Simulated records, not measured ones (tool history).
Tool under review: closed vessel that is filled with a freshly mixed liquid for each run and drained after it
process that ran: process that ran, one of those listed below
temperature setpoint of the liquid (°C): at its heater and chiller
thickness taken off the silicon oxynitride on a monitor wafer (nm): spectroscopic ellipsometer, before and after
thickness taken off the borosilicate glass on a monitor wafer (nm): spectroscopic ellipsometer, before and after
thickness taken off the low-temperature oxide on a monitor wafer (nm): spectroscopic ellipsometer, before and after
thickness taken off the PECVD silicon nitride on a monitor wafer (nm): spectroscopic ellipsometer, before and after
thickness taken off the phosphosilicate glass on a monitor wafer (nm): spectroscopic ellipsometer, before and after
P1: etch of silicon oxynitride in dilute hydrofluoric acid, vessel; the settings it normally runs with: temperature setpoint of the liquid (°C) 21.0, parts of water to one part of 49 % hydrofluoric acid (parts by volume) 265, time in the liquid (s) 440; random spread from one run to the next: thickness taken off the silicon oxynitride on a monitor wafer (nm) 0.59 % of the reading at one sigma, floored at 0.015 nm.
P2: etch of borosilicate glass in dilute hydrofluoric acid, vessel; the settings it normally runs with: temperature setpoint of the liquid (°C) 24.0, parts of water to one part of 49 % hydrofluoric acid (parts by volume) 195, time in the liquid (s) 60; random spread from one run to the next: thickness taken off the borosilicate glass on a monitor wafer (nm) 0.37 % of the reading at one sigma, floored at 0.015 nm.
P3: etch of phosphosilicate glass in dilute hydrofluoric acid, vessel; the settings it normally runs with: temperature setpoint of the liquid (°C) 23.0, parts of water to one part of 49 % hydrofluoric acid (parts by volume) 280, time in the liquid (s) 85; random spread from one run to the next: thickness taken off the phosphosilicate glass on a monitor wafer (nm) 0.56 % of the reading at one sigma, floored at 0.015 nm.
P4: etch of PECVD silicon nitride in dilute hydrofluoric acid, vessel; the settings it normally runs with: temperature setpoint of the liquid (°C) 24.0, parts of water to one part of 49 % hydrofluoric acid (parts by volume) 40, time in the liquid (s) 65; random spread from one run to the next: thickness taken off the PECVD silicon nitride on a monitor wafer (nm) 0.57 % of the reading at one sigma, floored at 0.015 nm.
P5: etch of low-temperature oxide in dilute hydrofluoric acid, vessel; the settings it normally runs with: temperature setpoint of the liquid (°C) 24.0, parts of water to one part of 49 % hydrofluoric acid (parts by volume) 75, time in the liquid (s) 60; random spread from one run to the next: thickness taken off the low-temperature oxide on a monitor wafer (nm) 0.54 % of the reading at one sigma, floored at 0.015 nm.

run	hour	process that ran	temperature setpoint of the liquid (°C)	parts of water to one part of 49 % hydrofluoric acid (parts by volume)	time in the liquid (s)	hours since the thermometer was replaced	hours since the hydrofluoric acid flow meter was replaced	thickness taken off the silicon oxynitride on a monitor wafer (nm)	thickness taken off the borosilicate glass on a monitor wafer (nm)	thickness taken off the low-temperature oxide on a monitor wafer (nm)	thickness taken off the PECVD silicon nitride on a monitor wafer (nm)	thickness taken off the phosphosilicate glass on a monitor wafer (nm)
1	12.2	P1	21.0	265	440	1519.1	1352.3	6.16010				
2	26.1	P1	21.0	265	440	1533.0	1366.2	6.05730				
3	37.0	P1	21.0	265	690	1543.9	1377.1	9.60220				
4	49.5	P1	21.0	125	440	1556.4	1389.6	14.23700				
# hour 55.9: thermometer replaced
5	59.5	P1	17.0	265	135	3.7	1399.6	1.54030				
6	74.1	P2	17.5	195	60	18.3	1414.2		8.3499			
7	89.0	P5	24.0	75	30	33.2	1429.1			4.2649		
8	103.7	P5	24.0	75	60	47.9	1443.8			8.5862		
9	113.9	P1	21.0	265	440	58.1	1454.0	6.11340				
10	123.5	P4	24.0	40	65	67.7	1463.6				5.9486	
11	131.9	P1	27.5	265	440	76.1	1472.0	8.06010				
12	147.9	P1	17.0	265	440	92.1	1488.0	5.08160				
13	159.6	P2	24.0	195	60	103.8	1499.7		10.7700			
14	174.8	P3	23.0	125	85	119.0	1514.9					54.752
15	184.2	P4	30.5	40	65	128.4	1524.3				9.2270	
16	192.7	P1	25.5	420	440	136.9	1532.8	4.20240				
17	208.2	P5	24.0	25	60	152.4	1548.3			27.3000		
18	216.3	P2	24.0	70	60	160.5	1556.4		34.5490			
19	230.0	P1	21.0	265	440	174.2	1570.1	6.10760				
20	243.6	P1	21.0	265	440	187.8	1583.7	6.12210				
21	257.0	P3	23.0	280	85	201.2	1597.1					20.552
22	274.7	P3	23.0	280	140	218.9	1614.8					34.234
23	288.9	P1	21.0	390	775	233.1	1629.0	6.81260				
24	301.3	P5	19.5	75	60	245.5	1641.4			7.1671		
25	312.9	P1	21.0	455	440	257.1	1653.0	3.16230				
26	325.0	P4	24.0	40	30	269.2	1665.1				2.7823	
27	335.4	P2	24.0	195	60	279.6	1675.5		10.7970			
28	352.5	P3	17.0	280	85	296.7	1692.6					16.752
29	360.5	P4	24.0	70	65	304.7	1700.6				3.4933	
30	369.5	P1	21.0	265	60	313.7	1709.6	0.82587				
31	381.7	P3	23.0	280	85	325.9	1721.8					20.886
32	397.9	P2	24.0	195	95	342.1	1738.0		17.0080			
33	409.7	P1	21.0	265	440	353.9	1749.8	6.12840				
34	426.1	P1	21.0	265	440	370.3	1766.2	5.87340				
35	441.3	P1	21.0	265	440	385.5	1781.4	5.74920				
36	451.7	P1	21.0	265	440	395.9	1791.8	5.76800				
37	463.4	P1	21.0	265	440	407.6	1803.5	5.69920				
38	476.6	P1	21.0	265	440	420.8	1816.7	5.69630				
39	487.1	P1	21.0	265	440	431.3	1827.2	5.67690				

Compared with where it was, what P1 gives has crept away. Each cause listed below fits the log as well as the rest, at the size given for it:
A: liquid colder than its thermometer reads (K) = 1.48
B: hydrofluoric acid flow below the setpoint (%) = 5.5
At approximately hour 409.7, the process output began to creep.

You are offered 4 check runs, listed below with question marks in place of their results; each one averages 2 wafers. Which run separates the listed causes by giving clearly different results for each?
check 1	497.6	P4	24.0	40	35						?	
check 2	497.6	P3	23.0	140	130							?
check 3	497.6	P2	18.0	135	60				?			
check 4	497.6	P5	21.0	75	30					?		

Outcome of each check run for each possible cause:
check	result	if A	if B
check 1	thickness taken off the PECVD silicon nitride on a monitor wafer (nm)	2.9150	3.0512
check 2	thickness taken off the phosphosilicate glass on a monitor wafer (nm)	69.572	69.032
check 3	thickness taken off the borosilicate glass on a monitor wafer (nm)	12.3030	12.2600
check 4	thickness taken off the low-temperature oxide on a monitor wafer (nm)	3.5747	3.5742
Distance between the nearest two causes, measured in the result of the check that separates them most: check 1 4.57 %; check 2 0.78 %; check 3 0.35 %; check 4 0.01 %
Check 1 tells the causes apart: in the others they would give nearly the same result.

With check 1 done, the readings were: thickness taken off the PECVD silicon nitride on a monitor wafer (nm) 2.9070. Identify which of the listed causes applies.

The correct cause is A, namely: liquid colder than its thermometer reads (K).

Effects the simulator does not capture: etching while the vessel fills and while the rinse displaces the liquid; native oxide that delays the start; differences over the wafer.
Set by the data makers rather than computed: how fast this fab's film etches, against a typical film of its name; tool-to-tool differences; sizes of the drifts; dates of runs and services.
